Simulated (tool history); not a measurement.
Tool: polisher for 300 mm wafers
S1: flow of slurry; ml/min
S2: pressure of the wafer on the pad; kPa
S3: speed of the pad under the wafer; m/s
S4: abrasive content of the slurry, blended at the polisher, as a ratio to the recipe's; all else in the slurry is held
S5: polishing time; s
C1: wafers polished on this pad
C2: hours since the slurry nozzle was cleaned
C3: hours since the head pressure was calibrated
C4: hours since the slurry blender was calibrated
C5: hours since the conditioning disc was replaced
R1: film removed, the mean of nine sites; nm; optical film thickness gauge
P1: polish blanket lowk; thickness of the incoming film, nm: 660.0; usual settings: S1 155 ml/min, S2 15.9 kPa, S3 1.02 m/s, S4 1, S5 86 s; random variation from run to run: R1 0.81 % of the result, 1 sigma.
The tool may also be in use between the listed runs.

run 1 hour=5.7 | S1=155 S2=15.9 S3=1.02 S4=1 S5=86 | C1=306 C2=422.2 C3=210.8 C4=70.7 C5=123.7 | R1=44.983
run 2 hour=14.7 | S1=155 S2=15.9 S3=1.02 S4=1 S5=86 | C1=389 C2=431.2 C3=219.8 C4=79.7 C5=132.7 | R1=45.204
run 3 hour=21.9 | S1=155 S2=15.9 S3=1.02 S4=1 S5=86 | C1=455 C2=438.4 C3=227 C4=86.9 C5=139.9 | R1=44.884
run 4 hour=27.6 | S1=155 S2=15.9 S3=1.02 S4=1 S5=86 | C1=507 C2=444.1 C3=232.7 C4=92.6 C5=145.6 | R1=44.881
run 5 hour=38.7 | S1=95 S2=21.4 S3=1.02 S4=1 S5=86 | C1=609 C2=455.2 C3=243.8 C4=103.7 C5=156.7 | R1=54.687
run 6 hour=46 | S1=155 S2=15.9 S3=1.02 S4=1 S5=86 | C1=676 C2=462.5 C3=251.1 C4=111 C5=164 | R1=44.826
run 7 hour=55.1 | S1=95 S2=15.9 S3=1.02 S4=1 S5=86 | C1=760 C2=471.6 C3=260.2 C4=120.1 C5=173.1 | R1=39.883
run 8 hour=63.9 | S1=155 S2=15.9 S3=1.02 S4=1 S5=134 | C1=841 C2=480.4 C3=269 C4=128.9 C5=181.9 | R1=70.203
run 9 hour=70.4 | S1=155 S2=20 S3=1.02 S4=1 S5=86 | C1=901 C2=486.9 C3=275.5 C4=135.4 C5=188.4 | R1=56.085
run 10 hour=83.2 | S1=155 S2=15.9 S3=1.02 S4=0.55 S5=86 | C1=1019 C2=499.7 C3=288.3 C4=148.2 C5=201.2 | R1=32.05
run 11 hour=94.9 | S1=155 S2=6.9 S3=1.02 S4=1 S5=86 | C1=1126 C2=511.4 C3=300 C4=159.9 C5=212.9 | R1=19.651
run 12 hour=105.8 | S1=155 S2=15.9 S3=0.5 S4=1 S5=86 | C1=1227 C2=522.3 C3=310.9 C4=170.8 C5=223.8 | R1=25.435
-- hour=108.8 worn pad replaced by a new one
run 13 hour=112.4 | S1=155 S2=15.9 S3=1.02 S4=1.25 S5=86 | C1=33 C2=528.9 C3=317.5 C4=177.4 C5=230.4 | R1=49.545
run 14 hour=122.5 | S1=155 S2=15.9 S3=1.02 S4=1.45 S5=121 | C1=126 C2=539 C3=327.6 C4=187.5 C5=240.5 | R1=72.528
run 15 hour=130.4 | S1=155 S2=15.9 S3=1.52 S4=1 S5=86 | C1=199 C2=546.9 C3=335.5 C4=195.4 C5=248.4 | R1=61.641

Run 16 comes next. What will it give?
run 16 hour=138.9 | S1=205 S2=15.9 S3=1.02 S4=1 S5=86 | C1=277 C2=555.4 C3=344 C4=203.9 C5=256.9 | R1=?

{"run 16": {"R1": 46.999}}
